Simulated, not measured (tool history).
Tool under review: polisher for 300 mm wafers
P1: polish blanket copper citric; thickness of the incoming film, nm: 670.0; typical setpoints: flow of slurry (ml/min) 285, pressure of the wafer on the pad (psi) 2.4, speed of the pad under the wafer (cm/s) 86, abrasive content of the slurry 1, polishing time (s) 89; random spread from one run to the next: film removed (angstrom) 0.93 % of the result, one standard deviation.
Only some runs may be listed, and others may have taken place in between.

run   hour  flow of slurry (ml/min)  pressure of the wafer on the pad (psi)  speed of the pad under the wafer (cm/s)  abrasive content of the slurry  polishing time (s)  wafers polished on this pad  hours since the slurry nozzle was cleaned  hours since the head pressure was calibrated  hours since the slurry blender was calibrated  film removed (angstrom)
  1     12                      285                                     2.4                                       86                               1                  89                          775                                      529.7                                         131.7                                          107.6                   1395.2
  2   24.1                      430                                     2.4                                       86                               1                  89                          871                                      541.8                                         143.8                                          119.7                   1445.6
  3   34.1                      285                                     2.4                                       86                               1                  89                          951                                      551.8                                         153.8                                          129.7                   1396.4
  4   43.5                      285                                     2.4                                       86                            1.35                  89                         1026                                      561.2                                         163.2                                          139.1                     1487
  5   55.3                      285                                     1.3                                       86                               1                  89                         1120                                        573                                           175                                          150.9                      771
  6   63.7                      285                                     2.4                                       86                               1                  89                         1186                                      581.4                                         183.4                                          159.3                   1379.6
  7   70.5                      285                                     2.4                                       86                               1                  89                         1240                                      588.2                                         190.2                                          166.1                   1410.1
  8   84.2                      285                                     2.4                                      120                               1                 128                         1349                                      601.9                                         203.9                                          179.8                   2752.6
      92.1  -- slurry blender recalibrated
  9   93.2                      285                                     2.4                                       86                               1                 139                         1421                                      610.9                                         212.9                                            1.1                   2183.1
 10    103                      285                                     2.4                                       86                            0.55                  89                         1499                                      620.7                                         222.7                                           10.9                   1245.4
 11  114.8                      285                                     3.2                                       86                               1                  89                         1593                                      632.5                                         234.5                                           22.7                   1846.2
 12  127.2                      285                                     2.4                                       86                               1                  89                         1692                                      644.9                                         246.9                                           35.1                   1375.9
 13  135.4                      285                                     2.4                                       86                               1                  89                         1757                                      653.1                                         255.1                                           43.3                   1384.7
 14  142.7                      285                                     2.4                                       56                               1                  89                         1815                                      660.4                                         262.4                                           50.6                   907.93
     153.7  -- head pressure recalibrated
 15  154.2                      285                                     2.4                                       86                               1                  58                         1906                                      671.9                                           0.5                                           62.1                   898.99
 16  164.8                      170                                     2.4                                       86                               1                  89                         1991                                      682.5                                          11.1                                           72.7                   1306.2

For run 17, what comes out?
 17  173.2                      285                                     2.4                                      126                               1                  89                         2057                                      690.9                                          19.5                                           81.1                        ?

film removed (angstrom): 2042
